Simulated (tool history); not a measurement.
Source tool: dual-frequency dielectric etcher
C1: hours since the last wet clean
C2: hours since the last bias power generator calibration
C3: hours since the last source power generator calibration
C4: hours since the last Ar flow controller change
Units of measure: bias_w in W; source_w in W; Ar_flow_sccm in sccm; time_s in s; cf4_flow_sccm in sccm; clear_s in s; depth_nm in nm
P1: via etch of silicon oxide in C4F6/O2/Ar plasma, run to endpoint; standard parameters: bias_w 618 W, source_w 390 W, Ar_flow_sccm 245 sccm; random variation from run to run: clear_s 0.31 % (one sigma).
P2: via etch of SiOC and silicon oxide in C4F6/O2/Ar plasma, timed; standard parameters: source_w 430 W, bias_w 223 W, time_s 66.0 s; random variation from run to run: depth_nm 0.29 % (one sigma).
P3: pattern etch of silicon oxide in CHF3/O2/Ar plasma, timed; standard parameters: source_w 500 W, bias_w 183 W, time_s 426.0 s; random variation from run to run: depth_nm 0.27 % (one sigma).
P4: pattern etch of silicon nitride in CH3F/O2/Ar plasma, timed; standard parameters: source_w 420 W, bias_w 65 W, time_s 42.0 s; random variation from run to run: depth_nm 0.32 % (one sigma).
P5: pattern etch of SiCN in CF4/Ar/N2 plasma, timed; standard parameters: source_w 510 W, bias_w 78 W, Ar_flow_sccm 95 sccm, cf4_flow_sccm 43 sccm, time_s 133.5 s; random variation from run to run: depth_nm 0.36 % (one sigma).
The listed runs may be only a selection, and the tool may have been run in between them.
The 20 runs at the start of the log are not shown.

run 21 day=7.308 | process=P1 bias_w=618 source_w=280 Ar_flow_sccm=245 | C1=258.7 C2=3536.1 C3=1922.3 C4=487.2 | clear_s=27.486
run 22 day=7.592 | process=P2 bias_w=223 source_w=430 time_s=66.0 | C1=265.5 C2=3542.9 C3=1929.1 C4=494.0 | depth_nm=83.429
run 23 day=8.021 | process=P1 bias_w=618 source_w=390 Ar_flow_sccm=245 | C1=275.8 C2=3553.2 C3=1939.4 C4=504.3 | clear_s=24.606
run 24 day=8.408 | process=P2 bias_w=223 source_w=430 time_s=90.0 | C1=285.1 C2=3562.5 C3=1948.7 C4=513.6 | depth_nm=113.660
run 25 day=8.846 | process=P1 bias_w=618 source_w=390 Ar_flow_sccm=245 | C1=295.6 C2=3573.0 C3=1959.2 C4=524.1 | clear_s=24.470
run 26 day=9.292 | process=P3 bias_w=183 source_w=630 time_s=426.0 | C1=306.3 C2=3583.7 C3=1969.9 C4=534.8 | depth_nm=843.450
-- day=9.646 bias power generator calibrated
run 27 day=9.779 | process=P1 bias_w=749 source_w=390 Ar_flow_sccm=245 | C1=318.0 C2=3.3 C3=1981.6 C4=546.5 | clear_s=22.863
run 28 day=10.142 | process=P5 bias_w=78 source_w=510 Ar_flow_sccm=118 time_s=133.5 cf4_flow_sccm=43 | C1=326.7 C2=12.0 C3=1990.3 C4=555.2 | depth_nm=117.560
run 29 day=10.383 | process=P2 bias_w=223 source_w=430 time_s=66.0 | C1=332.5 C2=17.8 C3=1996.1 C4=561.0 | depth_nm=83.387

Forecast run 30:
run 30 day=10.621 | process=P1 bias_w=618 source_w=480 Ar_flow_sccm=245 | C1=338.2 C2=23.5 C3=2001.8 C4=566.7 | clear_s=?

Run 30 yielded clear_s 22.703 s.
